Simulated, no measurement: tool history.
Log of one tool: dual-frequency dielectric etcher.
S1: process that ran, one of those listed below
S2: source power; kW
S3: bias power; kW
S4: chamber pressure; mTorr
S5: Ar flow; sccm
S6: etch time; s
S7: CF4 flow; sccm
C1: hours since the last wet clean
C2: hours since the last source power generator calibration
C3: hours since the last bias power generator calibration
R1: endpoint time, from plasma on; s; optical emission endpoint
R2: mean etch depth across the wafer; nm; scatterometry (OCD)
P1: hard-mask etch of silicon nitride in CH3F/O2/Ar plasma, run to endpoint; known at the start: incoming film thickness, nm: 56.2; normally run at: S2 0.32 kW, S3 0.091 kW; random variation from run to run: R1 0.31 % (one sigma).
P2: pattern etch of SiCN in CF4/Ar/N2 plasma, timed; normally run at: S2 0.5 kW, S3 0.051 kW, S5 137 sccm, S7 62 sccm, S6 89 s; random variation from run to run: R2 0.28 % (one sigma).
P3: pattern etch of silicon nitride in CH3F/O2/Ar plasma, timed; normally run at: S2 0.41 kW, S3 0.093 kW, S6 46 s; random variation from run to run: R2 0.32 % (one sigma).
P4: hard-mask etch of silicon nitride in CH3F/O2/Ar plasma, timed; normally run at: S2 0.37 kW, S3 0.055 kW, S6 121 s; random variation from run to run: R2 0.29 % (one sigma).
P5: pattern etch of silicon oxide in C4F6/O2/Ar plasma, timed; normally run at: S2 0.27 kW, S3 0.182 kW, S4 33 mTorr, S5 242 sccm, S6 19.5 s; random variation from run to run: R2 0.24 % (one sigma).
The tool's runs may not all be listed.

run	hour	S1	S2	S3	S4	S5	S6	S7	C1	C2	C3	R1	R2
1	3.4	P1	0.32	0.091					69.5	2083	1923	81.567	
2	9.9	P1	0.32	0.091					76	2089.5	1929.5	81.555	
3	13.5	P1	0.32	0.091					79.6	2093.1	1933.1	81.717	
4	19.7	P5	0.27	0.182	43.5	242	19.5		85.8	2099.3	1939.3		50.948
5	24.9	P1	0.38	0.125					91	2104.5	1944.5	68.034	
6	32	P1	0.32	0.066					98.1	2111.6	1951.6	91.759	
7	39.5	P4	0.37	0.055			121		105.6	2119.1	1959.1		75.103
8	43.2	P4	0.37	0.055			66.5		109.3	2122.8	1962.8		41.059
9	50.9	P5	0.27	0.225	33	242	19.5		117	2130.5	1970.5		56.352
10	57	P1	0.26	0.091					123.1	2136.6	1976.6	88.335	
11	63.7	P2	0.65	0.051		137	89	62	129.8	2143.3	1983.3		85.344
12	71.5	P3	0.29	0.093			46		137.6	2151.1	1991.1		30.826
13	79.1	P3	0.41	0.093			46		145.2	2158.7	1998.7		35.233
14	86.9	P2	0.5	0.067		137	89	62	153	2166.5	2006.5		74.441
15	94.1	P1	0.32	0.129					160.2	2173.7	2013.7	71.576	
16	101.7	P1	0.32	0.091					167.8	2181.3	2021.3	81.563	
17	108.6	P2	0.5	0.051		191	89	62	174.7	2188.2	2028.2		63.28
18	112.8	P4	0.37	0.039			121		178.9	2192.4	2032.4		67.228
19	119	P1	0.32	0.091					185.1	2198.6	2038.6	81.783	
20	126.6	P5	0.27	0.182	33	339	19.5		192.7	2206.2	2046.2		50.709
21	133.9	P2	0.5	0.051		137	89	62	200	2213.5	2053.5		67.463
22	140	P5	0.16	0.182	33	242	19.5		206.1	2219.6	2059.6		43.026
23	146.9	P3	0.41	0.093			62		213	2226.5	2066.5		47.387
24	152.3	P3	0.41	0.062			46		218.4	2231.9	2071.9		30.466
25	158.3	P2	0.5	0.051		137	89	75	224.4	2237.9	2077.9		69.474
26	166.3	P2	0.5	0.051		137	49	62	232.4	2245.9	2085.9		36.849
27	171.9	P4	0.3	0.055			121		238	2251.5	2091.5		69.16
28	179	P5	0.27	0.182	33	242	27.5		245.1	2258.6	2098.6		74.237
29	183.8	P5	0.27	0.182	33	242	19.5		249.9	2263.4	2103.4		52.463
30	189.5	P1	0.42	0.091					255.6	2269.1	2109.1	74.09	
31	193.4	P5	0.27	0.182	33	242	19.5		259.5	2273	2113		52.743
32	200.9	P1	0.32	0.091					267	2280.5	2120.5	82.059	
33	206.1	P1	0.32	0.091					272.2	2285.7	2125.7	82.356	
34	211.6	P1	0.32	0.091					277.7	2291.2	2131.2	82.372	
35	217.5	P1	0.32	0.091					283.6	2297.1	2137.1	82.957	
36	224.3	P1	0.32	0.091					290.4	2303.9	2143.9	82.813	
37	228.4	P1	0.32	0.091					294.5	2308	2148	83.065	
38	236	P1	0.32	0.091					302.1	2315.6	2155.6	82.891	
39	240	P1	0.32	0.091					306.1	2319.6	2159.6	83.411	
# hour 240.8: wet clean of the chamber
40	245.7	P1	0.32	0.091					5	2325.3	2165.3	83.012	
41	253.2	P1	0.32	0.091					12.5	2332.8	2172.8	82.744	
42	258.1	P1	0.32	0.091					17.4	2337.7	2177.7	83.138	

What P1 gives has crept away from where it was. These 2 causes fit the log equally well, each at the size given:
A: source power that arrives under what is set, % = 4.2
B: bias power that arrives under what is set, % = 4.29
The creep began at about hour 200.9.
Why every other cause is out:
chamber walls in a state that lowers the etch rate, %: serviced at hour 240.8, which brought nothing back

4 check runs are offered, one wafer each, their results left as question marks. Which one tells the causes apart?
check 1	263	P3	0.41	0.093			46						?
check 2	263	P5	0.27	0.182	33	242	19.5						?
check 3	263	P2	0.5	0.051		137	89	62					?
check 4	263	P4	0.37	0.055			121						?

What each check would give under each cause:
check	result	if A	if B
check 1	R2	34.577	34.586
check 2	R2	51.75	51.871
check 3	R2	64.81	66.299
check 4	R2	73.563	73.741
How far apart the two closest causes lie, in the result that separates them most: check 1 0.03 %; check 2 0.23 %; check 3 2.27 %; check 4 0.24 %
Only check 3 tells the causes apart: in the others they would give nearly the same result.

Then check 3 was run and gave: R2 64.991 nm. Which cause is it?

It is A: source power that arrives under what is set, %.

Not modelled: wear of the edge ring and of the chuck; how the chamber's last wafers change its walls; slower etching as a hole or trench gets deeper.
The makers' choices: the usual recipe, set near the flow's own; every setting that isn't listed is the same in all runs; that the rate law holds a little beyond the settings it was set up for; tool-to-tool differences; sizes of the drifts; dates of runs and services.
